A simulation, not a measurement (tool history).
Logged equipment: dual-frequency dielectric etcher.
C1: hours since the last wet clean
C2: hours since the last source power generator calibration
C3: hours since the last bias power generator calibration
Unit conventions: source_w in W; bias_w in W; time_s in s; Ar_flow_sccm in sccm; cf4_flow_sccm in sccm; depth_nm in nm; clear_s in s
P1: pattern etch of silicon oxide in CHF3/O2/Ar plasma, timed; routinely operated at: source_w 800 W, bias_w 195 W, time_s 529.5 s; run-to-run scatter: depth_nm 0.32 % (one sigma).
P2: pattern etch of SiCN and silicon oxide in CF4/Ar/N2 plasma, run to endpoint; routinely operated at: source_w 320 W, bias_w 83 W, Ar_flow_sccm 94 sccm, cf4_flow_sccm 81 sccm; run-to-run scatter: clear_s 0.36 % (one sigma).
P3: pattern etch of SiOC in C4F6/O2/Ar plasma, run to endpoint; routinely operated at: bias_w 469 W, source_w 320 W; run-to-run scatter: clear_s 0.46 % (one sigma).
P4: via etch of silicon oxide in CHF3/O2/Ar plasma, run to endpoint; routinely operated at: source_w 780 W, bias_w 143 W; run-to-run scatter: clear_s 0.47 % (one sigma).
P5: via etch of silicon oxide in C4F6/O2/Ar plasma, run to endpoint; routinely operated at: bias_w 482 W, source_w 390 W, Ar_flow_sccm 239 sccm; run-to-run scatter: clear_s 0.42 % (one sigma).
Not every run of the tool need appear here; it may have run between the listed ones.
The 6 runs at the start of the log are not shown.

Run 7, hour 77.1: process P1, source_w 800 W, bias_w 126 W, time_s 529.5 s; C1 204.7; C2 1602.9; C3 1010.3. Result: depth_nm 1043.60 nm.
Run 8, hour 91.8: process P1, source_w 630 W, bias_w 160 W, time_s 529.5 s; C1 219.4; C2 1617.6; C3 1025.0. Result: depth_nm 1027.10 nm.
Run 9, hour 106.2: process P1, source_w 800 W, bias_w 195 W, time_s 291.0 s; C1 233.8; C2 1632.0; C3 1039.4. Result: depth_nm 660.41 nm.
Run 10, hour 115.6: process P5, source_w 390 W, bias_w 482 W, Ar_flow_sccm 322 sccm; C1 243.2; C2 1641.4; C3 1048.8. Result: clear_s 21.5820 s.
Run 11, hour 128.0: process P5, source_w 390 W, bias_w 482 W, Ar_flow_sccm 239 sccm; C1 255.6; C2 1653.8; C3 1061.2. Result: clear_s 20.9210 s.
Run 12, hour 137.2: process P3, source_w 430 W, bias_w 469 W; C1 264.8; C2 1663.0; C3 1070.4. Result: clear_s 8.1850 s.
Run 13, hour 151.1: process P5, source_w 240 W, bias_w 482 W, Ar_flow_sccm 239 sccm; C1 278.7; C2 1676.9; C3 1084.3. Result: clear_s 24.8560 s.
Run 14, hour 158.2: process P1, source_w 800 W, bias_w 195 W, time_s 529.5 s; C1 285.8; C2 1684.0; C3 1091.4. Result: depth_nm 1198.20 nm.
Run 15, hour 168.3: process P1, source_w 600 W, bias_w 195 W, time_s 529.5 s; C1 295.9; C2 1694.1; C3 1101.5. Result: depth_nm 1084.80 nm.
Run 16, hour 178.5: process P1, source_w 800 W, bias_w 195 W, time_s 729.5 s; C1 306.1; C2 1704.3; C3 1111.7. Result: depth_nm 1655.70 nm.
Run 17, hour 190.4: process P1, source_w 560 W, bias_w 128 W, time_s 529.5 s; C1 318.0; C2 1716.2; C3 1123.6. Result: depth_nm 912.96 nm.
Run 18, hour 199.7: process P4, source_w 530 W, bias_w 143 W; C1 327.3; C2 1725.5; C3 1132.9. Result: clear_s 484.0100 s.
Run 19, hour 209.4: process P5, source_w 390 W, bias_w 638 W, Ar_flow_sccm 239 sccm; C1 337.0; C2 1735.2; C3 1142.6. Result: clear_s 18.7480 s.
Run 20, hour 217.1: process P1, source_w 1090 W, bias_w 195 W, time_s 529.5 s; C1 344.7; C2 1742.9; C3 1150.3. Result: depth_nm 1355.00 nm.
Run 21, hour 225.4: process P1, source_w 800 W, bias_w 195 W, time_s 529.5 s; C1 353.0; C2 1751.2; C3 1158.6. Result: depth_nm 1205.80 nm.

What will run 22 give?
Run 22, hour 232.0: process P1, source_w 800 W, bias_w 263 W, time_s 529.5 s; C1 359.6; C2 1757.8; C3 1165.2. Result: depth_nm ?.

For run 22 the tool returned depth_nm 1338.80 nm.
